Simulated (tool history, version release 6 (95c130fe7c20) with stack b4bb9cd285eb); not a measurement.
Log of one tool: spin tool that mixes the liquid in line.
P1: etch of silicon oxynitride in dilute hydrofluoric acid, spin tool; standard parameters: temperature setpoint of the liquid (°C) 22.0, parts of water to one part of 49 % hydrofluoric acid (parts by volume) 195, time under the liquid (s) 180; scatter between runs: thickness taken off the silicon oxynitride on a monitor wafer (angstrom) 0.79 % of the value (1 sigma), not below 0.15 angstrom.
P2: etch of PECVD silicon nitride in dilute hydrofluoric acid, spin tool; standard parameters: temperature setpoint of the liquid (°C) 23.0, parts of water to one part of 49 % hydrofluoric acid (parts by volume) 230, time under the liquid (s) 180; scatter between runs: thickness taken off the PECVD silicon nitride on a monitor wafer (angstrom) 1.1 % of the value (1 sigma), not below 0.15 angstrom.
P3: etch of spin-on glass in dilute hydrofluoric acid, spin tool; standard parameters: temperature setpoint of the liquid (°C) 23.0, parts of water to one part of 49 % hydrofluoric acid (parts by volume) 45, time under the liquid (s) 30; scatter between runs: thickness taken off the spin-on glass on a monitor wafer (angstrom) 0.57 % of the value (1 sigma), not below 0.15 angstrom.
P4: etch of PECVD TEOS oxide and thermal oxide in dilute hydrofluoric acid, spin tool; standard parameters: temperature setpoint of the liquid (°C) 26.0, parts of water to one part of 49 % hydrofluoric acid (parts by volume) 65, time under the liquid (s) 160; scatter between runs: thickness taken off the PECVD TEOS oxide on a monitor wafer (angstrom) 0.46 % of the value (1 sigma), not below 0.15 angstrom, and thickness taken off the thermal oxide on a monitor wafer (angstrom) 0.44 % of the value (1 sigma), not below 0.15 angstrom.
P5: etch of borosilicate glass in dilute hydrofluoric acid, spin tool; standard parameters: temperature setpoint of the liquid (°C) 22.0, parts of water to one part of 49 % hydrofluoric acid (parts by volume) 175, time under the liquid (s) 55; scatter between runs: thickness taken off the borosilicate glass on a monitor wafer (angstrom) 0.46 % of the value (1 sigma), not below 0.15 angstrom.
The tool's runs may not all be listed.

run	hour	process that ran	temperature setpoint of the liquid (°C)	parts of water to one part of 49 % hydrofluoric acid (parts by volume)	time under the liquid (s)	hours since the thermometer was replaced	hours since the hydrofluoric acid flow meter was replaced	thickness taken off the silicon oxynitride on a monitor wafer (angstrom)	thickness taken off the PECVD TEOS oxide on a monitor wafer (angstrom)	thickness taken off the thermal oxide on a monitor wafer (angstrom)	thickness taken off the PECVD silicon nitride on a monitor wafer (angstrom)	thickness taken off the spin-on glass on a monitor wafer (angstrom)	thickness taken off the borosilicate glass on a monitor wafer (angstrom)
1	9.3	P1	22.0	195	180	449.4	594.2	31.5230					
2	14.9	P4	26.0	65	160	455.0	599.8		238.800	140.820			
3	24.1	P1	18.5	195	180	464.2	609.0	27.0290					
4	29.5	P2	23.0	230	180	469.6	614.4				23.0650		
5	40.7	P4	30.5	65	160	480.8	625.6		284.630	168.400			
6	49.7	P2	23.0	230	25	489.8	634.6				3.2021		
7	58.6	P1	22.0	195	180	498.7	643.5	31.1910					
8	63.9	P2	27.5	230	180	504.0	648.8				30.9930		
9	69.8	P1	22.0	195	30	509.9	654.7	4.9512					
10	75.0	P4	26.0	65	20	515.1	659.9		29.989	17.932			
11	81.1	P2	23.0	230	180	521.2	666.0				22.8910		
12	88.2	P1	22.0	195	180	528.3	673.1	31.5840					
13	93.6	P2	23.0	40	180	533.7	678.5				126.8700		
14	100.2	P1	22.0	355	180	540.3	685.1	15.2530					
15	106.5	P3	23.0	45	30	546.6	691.4					247.60	
16	114.8	P1	22.0	260	25	554.9	699.7	3.1123					
17	124.5	P1	22.0	55	180	564.6	709.4	123.1000					
18	132.9	P1	22.0	195	310	573.0	717.8	54.5930					
19	144.3	P4	26.0	20	160	584.4	729.2		830.300	483.610			
20	153.4	P3	17.0	45	30	593.5	738.3					189.72	
21	163.2	P1	22.0	195	180	603.3	748.1	31.0190					
22	171.9	P3	23.0	75	30	612.0	756.8					142.63	
23	180.3	P1	22.0	195	180	620.4	765.2	31.8250					
24	187.4	P5	28.5	175	55	627.5	772.3						151.310
25	195.2	P1	22.0	195	180	635.3	780.1	31.6910					
26	206.1	P3	23.0	45	50	646.2	791.0					407.26	
27	214.7	P5	22.0	175	55	654.8	799.6						119.750
28	223.6	P1	26.5	195	180	663.7	808.5	37.9070					
29	230.0	P5	22.0	55	55	670.1	814.9						436.270
30	237.8	P5	22.0	175	15	677.9	822.7						32.565
31	245.6	P1	22.0	195	180	685.7	830.5	31.4400					
32	257.3	P1	22.0	195	180	697.4	842.2	33.4320					
33	266.7	P1	22.0	195	180	706.8	851.6	34.4410					
34	272.3	P1	22.0	195	180	712.4	857.2	34.2840					
35	281.7	P1	22.0	195	180	721.8	866.6	35.1170					
36	290.6	P1	22.0	195	180	730.7	875.5	35.0770					

What does the tool deliver on the next run?
37	296.1	P1	22.0	195	180	736.2	881.0	?					

thickness taken off the silicon oxynitride on a monitor wafer (angstrom): 34.9360
